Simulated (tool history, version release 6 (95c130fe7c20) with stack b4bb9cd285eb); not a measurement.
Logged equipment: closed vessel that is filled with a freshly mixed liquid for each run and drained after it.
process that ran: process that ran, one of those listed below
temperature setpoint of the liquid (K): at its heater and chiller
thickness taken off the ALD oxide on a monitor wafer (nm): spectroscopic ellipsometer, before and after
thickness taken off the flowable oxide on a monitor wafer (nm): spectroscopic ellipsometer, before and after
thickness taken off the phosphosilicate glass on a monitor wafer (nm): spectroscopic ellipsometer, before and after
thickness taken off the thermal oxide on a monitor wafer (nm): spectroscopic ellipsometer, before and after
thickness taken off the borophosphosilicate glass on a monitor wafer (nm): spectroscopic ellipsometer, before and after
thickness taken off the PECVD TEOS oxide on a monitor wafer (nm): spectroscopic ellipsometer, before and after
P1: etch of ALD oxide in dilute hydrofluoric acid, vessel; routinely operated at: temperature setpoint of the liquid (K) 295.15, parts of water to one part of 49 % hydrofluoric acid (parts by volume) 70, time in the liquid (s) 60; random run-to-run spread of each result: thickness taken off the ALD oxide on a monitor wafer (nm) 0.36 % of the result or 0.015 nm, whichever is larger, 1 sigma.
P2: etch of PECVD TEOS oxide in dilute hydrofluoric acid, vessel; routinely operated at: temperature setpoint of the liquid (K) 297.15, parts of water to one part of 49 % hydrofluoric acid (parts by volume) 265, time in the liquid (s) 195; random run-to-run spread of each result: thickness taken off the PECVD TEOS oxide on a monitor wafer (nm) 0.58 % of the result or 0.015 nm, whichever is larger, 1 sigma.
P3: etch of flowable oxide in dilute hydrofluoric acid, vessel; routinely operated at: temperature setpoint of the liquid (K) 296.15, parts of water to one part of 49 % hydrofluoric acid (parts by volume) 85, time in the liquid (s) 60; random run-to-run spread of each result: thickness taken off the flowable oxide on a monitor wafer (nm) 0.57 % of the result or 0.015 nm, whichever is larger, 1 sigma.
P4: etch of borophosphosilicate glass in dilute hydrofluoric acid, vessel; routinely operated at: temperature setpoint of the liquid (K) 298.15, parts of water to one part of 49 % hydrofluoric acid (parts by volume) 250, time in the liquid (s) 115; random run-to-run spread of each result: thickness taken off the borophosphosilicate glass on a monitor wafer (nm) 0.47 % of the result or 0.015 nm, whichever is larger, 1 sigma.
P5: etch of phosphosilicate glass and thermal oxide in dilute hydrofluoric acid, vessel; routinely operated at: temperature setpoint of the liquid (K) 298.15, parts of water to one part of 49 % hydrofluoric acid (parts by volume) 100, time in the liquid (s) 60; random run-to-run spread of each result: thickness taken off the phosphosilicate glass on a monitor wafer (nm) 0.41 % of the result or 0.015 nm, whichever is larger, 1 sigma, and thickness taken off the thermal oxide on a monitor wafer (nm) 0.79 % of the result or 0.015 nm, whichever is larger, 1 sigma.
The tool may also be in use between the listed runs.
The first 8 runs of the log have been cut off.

run   hour  process that ran  temperature setpoint of the liquid (K)  parts of water to one part of 49 % hydrofluoric acid (parts by volume)  time in the liquid (s)  hours since the thermometer was replaced  hours since the hydrofluoric acid flow meter was replaced  thickness taken off the ALD oxide on a monitor wafer (nm)  thickness taken off the flowable oxide on a monitor wafer (nm)  thickness taken off the phosphosilicate glass on a monitor wafer (nm)  thickness taken off the thermal oxide on a monitor wafer (nm)  thickness taken off the borophosphosilicate glass on a monitor wafer (nm)  thickness taken off the PECVD TEOS oxide on a monitor wafer (nm)
  9   47.6                P1                                  295.15                                                                      70                      60                                    1760.9                                                     1737.3                                                    13.4260
 10   53.7                P1                                  295.15                                                                      70                      35                                    1767.0                                                     1743.4                                                     7.8309
 11   60.0                P1                                  295.15                                                                      70                      60                                    1773.3                                                     1749.7                                                    13.4010
 12   63.8                P4                                  298.15                                                                      75                     115                                    1777.1                                                     1753.5                                                                                                                                                                                                                                                                                                                                     128.600
 13   68.3                P1                                  295.15                                                                      70                      60                                    1781.6                                                     1758.0                                                    13.4280
 14   72.9                P1                                  295.15                                                                      70                      60                                    1786.2                                                     1762.6                                                    13.3740
 15   77.8                P1                                  295.15                                                                      70                     110                                    1791.1                                                     1767.5                                                    24.4440
 16   84.4                P5                                  290.65                                                                     100                      60                                    1797.7                                                     1774.1                                                                                                                                                                                            35.339                                                         2.0811
 17   87.6                P2                                  297.15                                                                     265                      30                                    1800.9                                                     1777.3                                                                                                                                                                                                                                                                                                                                                                                                        2.7410
 18   93.3                P3                                  296.15                                                                      85                      30                                    1806.6                                                     1783.0                                                                                                                     12.237
 19   96.4                P3                                  296.15                                                                      85                      60                                    1809.7                                                     1786.1                                                                                                                     24.623
 20  100.7                P1                                  295.15                                                                      30                      30                                    1814.0                                                     1790.4                                                    16.4090
 21  105.5                P2                                  305.15                                                                     265                     195                                    1818.8                                                     1795.2                                                                                                                                                                                                                                                                                                                                                                                                       23.2830
 22  110.5                P5                                  298.15                                                                     100                      60                                    1823.8                                                     1800.2                                                                                                                                                                                            47.517                                                         2.8215
 23  116.5                P3                                  290.15                                                                      85                      60                                    1829.8                                                     1806.2                                                                                                                     19.182
 24  123.1                P1                                  295.15                                                                     125                      60                                    1836.4                                                     1812.8                                                     7.0563
 25  127.7                P4                                  291.65                                                                     250                     115                                    1841.0                                                     1817.4                                                                                                                                                                                                                                                                                                                                      24.870
 26  134.1                P3                                  296.15                                                                     145                      60                                    1847.4                                                     1823.8                                                                                                                     13.564
 27  138.6                P2                                  297.15                                                                     485                     195                                    1851.9                                                     1828.3                                                                                                                                                                                                                                                                                                                                                                                                        7.9012

Forecast run 28:
 28  142.7                P1                                  290.15                                                                      70                      90                                    1856.0                                                     1832.4                                                          ?

{"run 28": {"thickness taken off the ALD oxide on a monitor wafer (nm)": 16.318}}

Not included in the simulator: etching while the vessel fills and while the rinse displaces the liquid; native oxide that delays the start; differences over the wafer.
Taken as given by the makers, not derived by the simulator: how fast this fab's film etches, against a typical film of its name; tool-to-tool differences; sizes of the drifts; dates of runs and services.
